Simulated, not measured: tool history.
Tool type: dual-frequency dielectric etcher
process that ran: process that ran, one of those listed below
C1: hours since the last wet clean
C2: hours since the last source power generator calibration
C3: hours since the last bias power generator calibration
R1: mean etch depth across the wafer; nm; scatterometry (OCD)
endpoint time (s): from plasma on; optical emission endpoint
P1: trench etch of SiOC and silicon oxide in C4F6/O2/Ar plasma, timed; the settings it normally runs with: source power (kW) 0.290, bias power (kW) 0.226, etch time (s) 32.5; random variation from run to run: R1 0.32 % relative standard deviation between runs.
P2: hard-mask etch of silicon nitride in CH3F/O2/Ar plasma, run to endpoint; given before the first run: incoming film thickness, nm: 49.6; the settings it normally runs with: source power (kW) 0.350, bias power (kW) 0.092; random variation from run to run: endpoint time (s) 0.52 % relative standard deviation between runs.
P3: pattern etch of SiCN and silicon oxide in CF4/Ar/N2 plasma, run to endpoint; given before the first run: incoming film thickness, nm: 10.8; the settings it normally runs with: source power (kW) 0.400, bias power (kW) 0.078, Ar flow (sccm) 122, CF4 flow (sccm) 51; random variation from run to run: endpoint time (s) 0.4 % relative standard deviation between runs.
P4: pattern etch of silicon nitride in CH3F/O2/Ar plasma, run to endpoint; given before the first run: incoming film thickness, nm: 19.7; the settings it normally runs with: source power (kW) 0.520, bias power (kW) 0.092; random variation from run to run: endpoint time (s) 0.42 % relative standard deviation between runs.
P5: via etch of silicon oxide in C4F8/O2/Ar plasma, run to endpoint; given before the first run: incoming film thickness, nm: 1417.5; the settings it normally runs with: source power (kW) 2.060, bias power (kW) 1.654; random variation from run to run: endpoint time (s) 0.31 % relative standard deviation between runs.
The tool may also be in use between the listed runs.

{"run": 1, "hour": 5.2, "process that ran": "P1", "source power (kW)": 0.29, "bias power (kW)": 0.226, "etch time (s)": 32.5, "C1": 474.3, "C2": 796.3, "C3": 2440.9, "R1": 62.115}
{"run": 2, "hour": 10.8, "process that ran": "P3", "source power (kW)": 0.4, "bias power (kW)": 0.078, "Ar flow (sccm)": 122, "CF4 flow (sccm)": 51, "C1": 479.9, "C2": 801.9, "C3": 2446.5, "endpoint time (s)": 14.741}
{"run": 3, "hour": 19.0, "process that ran": "P3", "source power (kW)": 0.4, "bias power (kW)": 0.055, "Ar flow (sccm)": 122, "CF4 flow (sccm)": 51, "C1": 488.1, "C2": 810.1, "C3": 2454.7, "endpoint time (s)": 16.709}
{"run": 4, "hour": 23.4, "process that ran": "P1", "source power (kW)": 0.29, "bias power (kW)": 0.226, "etch time (s)": 32.5, "C1": 492.5, "C2": 814.5, "C3": 2459.1, "R1": 62.292}
{"run": 5, "hour": 32.4, "process that ran": "P1", "source power (kW)": 0.29, "bias power (kW)": 0.226, "etch time (s)": 32.5, "C1": 501.5, "C2": 823.5, "C3": 2468.1, "R1": 62.494}
{"run": 6, "hour": 40.6, "process that ran": "P3", "source power (kW)": 0.28, "bias power (kW)": 0.078, "Ar flow (sccm)": 122, "CF4 flow (sccm)": 51, "C1": 509.7, "C2": 831.7, "C3": 2476.3, "endpoint time (s)": 20.165}
{"run": 7, "hour": 46.3, "process that ran": "P1", "source power (kW)": 0.29, "bias power (kW)": 0.226, "etch time (s)": 21.5, "C1": 515.4, "C2": 837.4, "C3": 2482.0, "R1": 41.064}
{"run": 8, "hour": 54.7, "process that ran": "P2", "source power (kW)": 0.49, "bias power (kW)": 0.092, "C1": 523.8, "C2": 845.8, "C3": 2490.4, "endpoint time (s)": 60.015}
{"run": 9, "hour": 61.4, "process that ran": "P5", "source power (kW)": 2.06, "bias power (kW)": 1.654, "C1": 530.5, "C2": 852.5, "C3": 2497.1, "endpoint time (s)": 297.85}
{"run": 10, "hour": 70.4, "process that ran": "P2", "source power (kW)": 0.35, "bias power (kW)": 0.092, "C1": 539.5, "C2": 861.5, "C3": 2506.1, "endpoint time (s)": 68.282}
{"run": 11, "hour": 79.0, "process that ran": "P3", "source power (kW)": 0.4, "bias power (kW)": 0.078, "Ar flow (sccm)": 87, "CF4 flow (sccm)": 51, "C1": 548.1, "C2": 870.1, "C3": 2514.7, "endpoint time (s)": 14.003}
{"run": 12, "hour": 85.9, "process that ran": "P5", "source power (kW)": 2.06, "bias power (kW)": 2.14, "C1": 555.0, "C2": 877.0, "C3": 2521.6, "endpoint time (s)": 277.79}
{"run": 13, "hour": 94.1, "process that ran": "P1", "source power (kW)": 0.29, "bias power (kW)": 0.303, "etch time (s)": 25.0, "C1": 563.2, "C2": 885.2, "C3": 2529.8, "R1": 53.04}
{"run": 14, "hour": 99.3, "process that ran": "P1", "source power (kW)": 0.29, "bias power (kW)": 0.226, "etch time (s)": 32.5, "C1": 568.4, "C2": 890.4, "C3": 2535.0, "R1": 62.215}
{"run": 15, "hour": 108.5, "process that ran": "P1", "source power (kW)": 0.29, "bias power (kW)": 0.288, "etch time (s)": 32.5, "C1": 577.6, "C2": 899.6, "C3": 2544.2, "R1": 67.57}
{"run": 16, "hour": 116.6, "process that ran": "P4", "source power (kW)": 0.52, "bias power (kW)": 0.065, "C1": 585.7, "C2": 907.7, "C3": 2552.3, "endpoint time (s)": 27.275}
{"run": 17, "hour": 122.2, "process that ran": "P2", "source power (kW)": 0.35, "bias power (kW)": 0.066, "C1": 591.3, "C2": 913.3, "C3": 2557.9, "endpoint time (s)": 76.456}
{"run": 18, "hour": 130.1, "process that ran": "P1", "source power (kW)": 0.29, "bias power (kW)": 0.149, "etch time (s)": 32.5, "C1": 599.2, "C2": 921.2, "C3": 2565.8, "R1": 54.595}
{"run": 19, "hour": 136.3, "process that ran": "P4", "source power (kW)": 0.39, "bias power (kW)": 0.092, "C1": 605.4, "C2": 927.4, "C3": 2572.0, "endpoint time (s)": 27.085}
{"run": 20, "hour": 143.9, "process that ran": "P1", "source power (kW)": 0.38, "bias power (kW)": 0.226, "etch time (s)": 32.5, "C1": 613.0, "C2": 935.0, "C3": 2579.6, "R1": 69.159}
{"run": 21, "hour": 149.9, "process that ran": "P1", "source power (kW)": 0.29, "bias power (kW)": 0.226, "etch time (s)": 32.5, "C1": 619.0, "C2": 941.0, "C3": 2585.6, "R1": 62.526}
{"run": 22, "hour": 154.4, "process that ran": "P1", "source power (kW)": 0.19, "bias power (kW)": 0.226, "etch time (s)": 32.5, "C1": 623.5, "C2": 945.5, "C3": 2590.1, "R1": 53.288}
{"run": 23, "hour": 160.6, "process that ran": "P5", "source power (kW)": 2.77, "bias power (kW)": 1.654, "C1": 629.7, "C2": 951.7, "C3": 2596.3, "endpoint time (s)": 265.5}
{"run": 24, "hour": 165.3, "process that ran": "P3", "source power (kW)": 0.4, "bias power (kW)": 0.078, "Ar flow (sccm)": 122, "CF4 flow (sccm)": 69, "C1": 634.4, "C2": 956.4, "C3": 2601.0, "endpoint time (s)": 14.122}
{"run": 25, "hour": 171.8, "process that ran": "P1", "source power (kW)": 0.29, "bias power (kW)": 0.226, "etch time (s)": 45.5, "C1": 640.9, "C2": 962.9, "C3": 2607.5, "R1": 87.732}
{"run": 26, "hour": 178.0, "process that ran": "P4", "source power (kW)": 0.52, "bias power (kW)": 0.092, "C1": 647.1, "C2": 969.1, "C3": 2613.7, "endpoint time (s)": 24.335}
{"run": 27, "hour": 188.0, "process that ran": "P1", "source power (kW)": 0.29, "bias power (kW)": 0.226, "etch time (s)": 32.5, "C1": 657.1, "C2": 979.1, "C3": 2623.7, "R1": 62.537}
{"run": 28, "hour": 193.3, "process that ran": "P1", "source power (kW)": 0.29, "bias power (kW)": 0.226, "etch time (s)": 32.5, "C1": 662.4, "C2": 984.4, "C3": 2629.0, "R1": 62.414}
{"run": 29, "hour": 199.9, "process that ran": "P1", "source power (kW)": 0.29, "bias power (kW)": 0.226, "etch time (s)": 32.5, "C1": 669.0, "C2": 991.0, "C3": 2635.6, "R1": 61.848}
{"run": 30, "hour": 206.3, "process that ran": "P1", "source power (kW)": 0.29, "bias power (kW)": 0.226, "etch time (s)": 32.5, "C1": 675.4, "C2": 997.4, "C3": 2642.0, "R1": 61.635}
{"hour": 214.6, "done": "wet clean of the chamber"}
{"run": 31, "hour": 215.3, "process that ran": "P1", "source power (kW)": 0.29, "bias power (kW)": 0.226, "etch time (s)": 32.5, "C1": 0.8, "C2": 1006.4, "C3": 2651.0, "R1": 61.5}
{"run": 32, "hour": 224.4, "process that ran": "P1", "source power (kW)": 0.29, "bias power (kW)": 0.226, "etch time (s)": 32.5, "C1": 9.9, "C2": 1015.5, "C3": 2660.1, "R1": 61.135}
{"run": 33, "hour": 231.0, "process that ran": "P1", "source power (kW)": 0.29, "bias power (kW)": 0.226, "etch time (s)": 32.5, "C1": 16.5, "C2": 1022.1, "C3": 2666.7, "R1": 61.313}
{"run": 34, "hour": 237.4, "process that ran": "P1", "source power (kW)": 0.29, "bias power (kW)": 0.226, "etch time (s)": 32.5, "C1": 22.9, "C2": 1028.5, "C3": 2673.1, "R1": 61.491}
{"run": 35, "hour": 243.8, "process that ran": "P1", "source power (kW)": 0.29, "bias power (kW)": 0.226, "etch time (s)": 32.5, "C1": 29.3, "C2": 1034.9, "C3": 2679.5, "R1": 61.393}

P1 no longer gives what it gave before; its output has crept away from where it was. The following 2 causes, each at its listed size, fit the log equally well:
A: source power that arrives under what is set, % = 4.14
B: bias power that arrives under what is set, % = 4.67
The process output started creeping at around hour 193.3.
Other possible causes, and why each is ruled out:
chamber walls in a state that lowers the etch rate, %: serviced at hour 214.6, after the drift had started, without restoring the earlier output

You are offered 4 check runs, listed below with question marks in place of their results; each one averages 2 wafers. Which run separates the listed causes by giving clearly different results for each?
{"run": "check 1", "hour": 250.2, "process that ran": "P3", "source power (kW)": 0.4, "bias power (kW)": 0.078, "Ar flow (sccm)": 122, "CF4 flow (sccm)": 69, "endpoint time (s)": "?"}
{"run": "check 2", "hour": 250.2, "process that ran": "P5", "source power (kW)": 2.73, "bias power (kW)": 1.654, "endpoint time (s)": "?"}
{"run": "check 3", "hour": 250.2, "process that ran": "P2", "source power (kW)": 0.43, "bias power (kW)": 0.069, "endpoint time (s)": "?"}
{"run": "check 4", "hour": 250.2, "process that ran": "P4", "source power (kW)": 0.42, "bias power (kW)": 0.092, "endpoint time (s)": "?"}

If the cause were each of the candidates in turn, the checks would give the following:
check=check_1 result=endpoint_time_(s) if_A=14.545 if_B=14.257
check=check_2 result=endpoint_time_(s) if_A=271.330 if_B=270.110
check=check_3 result=endpoint_time_(s) if_A=70.761 if_B=70.757
check=check_4 result=endpoint_time_(s) if_A=26.747 if_B=26.782
How far apart the two closest causes lie, in the result that separates them most: check 1 2 %; check 2 0.45 %; check 3 0.01 %; check 4 0.13 %
Only in check 1 would the causes give clearly different results; in the remaining checks their results would be nearly the same.

Check 1 was carried out, with these results: endpoint time (s) 14.462. Which of the listed causes is responsible?

It was cause A: source power that arrives under what is set, %.

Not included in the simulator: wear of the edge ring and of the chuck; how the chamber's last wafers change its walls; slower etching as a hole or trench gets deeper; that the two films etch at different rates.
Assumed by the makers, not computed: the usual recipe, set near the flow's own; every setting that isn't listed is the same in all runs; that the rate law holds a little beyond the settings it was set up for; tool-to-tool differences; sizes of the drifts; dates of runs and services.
